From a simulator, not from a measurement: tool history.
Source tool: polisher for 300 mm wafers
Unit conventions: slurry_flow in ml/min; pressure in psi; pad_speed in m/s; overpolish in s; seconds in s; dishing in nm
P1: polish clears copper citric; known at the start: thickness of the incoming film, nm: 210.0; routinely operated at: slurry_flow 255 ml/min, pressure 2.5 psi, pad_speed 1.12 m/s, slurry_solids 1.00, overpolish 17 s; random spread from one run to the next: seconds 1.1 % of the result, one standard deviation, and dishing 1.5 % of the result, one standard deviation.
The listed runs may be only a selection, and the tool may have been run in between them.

run,hour,slurry_flow,pressure,pad_speed,slurry_solids,overpolish,wafers polished on this pad,hours since the slurry nozzle was cleaned,hours since the head pressure was calibrated,hours since the slurry blender was calibrated,seconds,dishing
1,4.0,255,2.5,1.12,1.00,17,333,259.5,357.6,170.6,94.448,25.0840
2,6.6,255,2.5,1.12,1.00,17,355,262.1,360.2,173.2,93.649,25.7710
3,8.7,255,2.5,1.12,1.00,17,373,264.2,362.3,175.3,94.762,24.6730
4,12.6,255,2.5,1.68,1.00,17,407,268.1,366.2,179.2,63.773,34.7750
5,17.0,255,2.5,1.12,1.00,17,445,272.5,370.6,183.6,95.846,25.8390
6,19.2,255,1.8,1.12,1.00,17,464,274.7,372.8,185.8,129.860,18.7390
7,22.7,255,2.5,1.12,1.00,28,494,278.2,376.3,189.3,92.867,38.7960
8,24.8,255,2.5,0.76,1.50,17,512,280.3,378.4,191.4,123.800,19.6850
9,28.2,340,2.5,1.12,1.00,17,541,283.7,381.8,194.8,90.779,26.2010
10,30.6,255,2.5,1.12,1.20,5,561,286.1,384.2,197.2,90.487,8.6904
11,34.3,255,2.5,1.12,1.00,17,593,289.8,387.9,200.9,94.766,25.5620
12,38.3,255,2.5,1.12,1.35,17,628,293.8,391.9,204.9,85.574,27.0960
13,40.4,255,2.5,0.50,1.00,17,646,295.9,394.0,207.0,200.280,12.5560
14,43.2,155,2.5,1.12,1.00,17,670,298.7,396.8,209.8,101.700,24.2560
15,47.1,375,1.7,1.12,1.00,17,703,302.6,400.7,213.7,130.930,18.3330
# hour 50.2: worn pad replaced by a new one
16,50.3,255,2.5,1.12,1.00,9,1,305.8,403.9,216.9,93.470,14.2360
17,54.3,255,2.5,1.12,0.70,17,35,309.8,407.9,220.9,100.320,23.7220
18,57.1,255,3.9,1.12,1.00,17,59,312.6,410.7,223.7,60.158,37.4680
19,60.5,255,2.5,1.12,1.00,17,88,316.0,414.1,227.1,93.761,24.9330
20,63.0,255,2.5,1.12,1.00,17,110,318.5,416.6,229.6,93.187,24.9410
21,67.5,255,2.5,1.12,1.00,17,149,323.0,421.1,234.1,96.775,25.2160
22,71.1,255,2.5,1.12,1.00,17,179,326.6,424.7,237.7,98.983,24.1250
# hour 72.7: head pressure recalibrated
23,74.3,255,2.5,1.12,1.00,17,207,329.8,1.6,240.9,100.640,24.0840
24,78.0,255,2.5,1.12,1.00,17,239,333.5,5.3,244.6,99.743,23.2450
# hour 80.0: worn pad replaced by a new one
25,82.2,255,2.5,1.12,1.00,17,19,337.7,9.5,248.8,98.923,23.9840
26,86.1,255,2.5,1.12,1.00,17,52,341.6,13.4,252.7,100.120,24.3330
27,89.1,255,2.5,1.12,1.00,17,78,344.6,16.4,255.7,100.740,23.9490

Compared with where it was, what P1 gives has crept away. Each cause listed below fits the log as well as the rest, at the size given for it:
A: abrasive missing from the slurry, % = 26.8
B: slurry flow missing at the pad, % = 38.8
The onset of the drift is placed at about hour 63.0.
Why every other cause is out:
removal rate lost through wear of the pad, %: serviced at hour 80.0, which brought nothing back
head's pressure below its setpoint, %: serviced at hour 72.7, which brought nothing back

The 4 check runs listed below each average the results of 5 wafers, and their outcomes are marked with question marks. Under which run would the listed causes produce clearly different results?
check 1,92.1,255,2.5,1.12,0.70,17,,,,,?,?
check 2,92.1,255,2.5,0.60,1.00,17,,,,,?,?
check 3,92.1,160,3.1,1.12,1.00,17,,,,,?,?
check 4,92.1,255,3.6,1.52,1.00,17,,,,,?,?

If the cause were each of the candidates in turn, the checks would give the following:
check,result,if A,if B
check 1,seconds,107.710,108.020
check 1,dishing,22.5130,22.4550
check 2,seconds,183.030,183.030
check 2,dishing,13.9260,13.9260
check 3,seconds,86.396,89.496
check 3,dishing,27.4620,26.6370
check 4,seconds,51.943,51.945
check 4,dishing,41.9940,41.9930
Minimum pairwise separation of causes per check, each pair taken at its best-separating result: check 1 0.3 %; check 2 0 %; check 3 3.53 %; check 4 0 %
Check 3 tells the causes apart: in the others they would give nearly the same result.

With check 3 done, the readings were: seconds 86.874 s; dishing 27.3800 nm. Identify which of the listed causes applies.

The correct cause is A, namely: abrasive missing from the slurry, %.
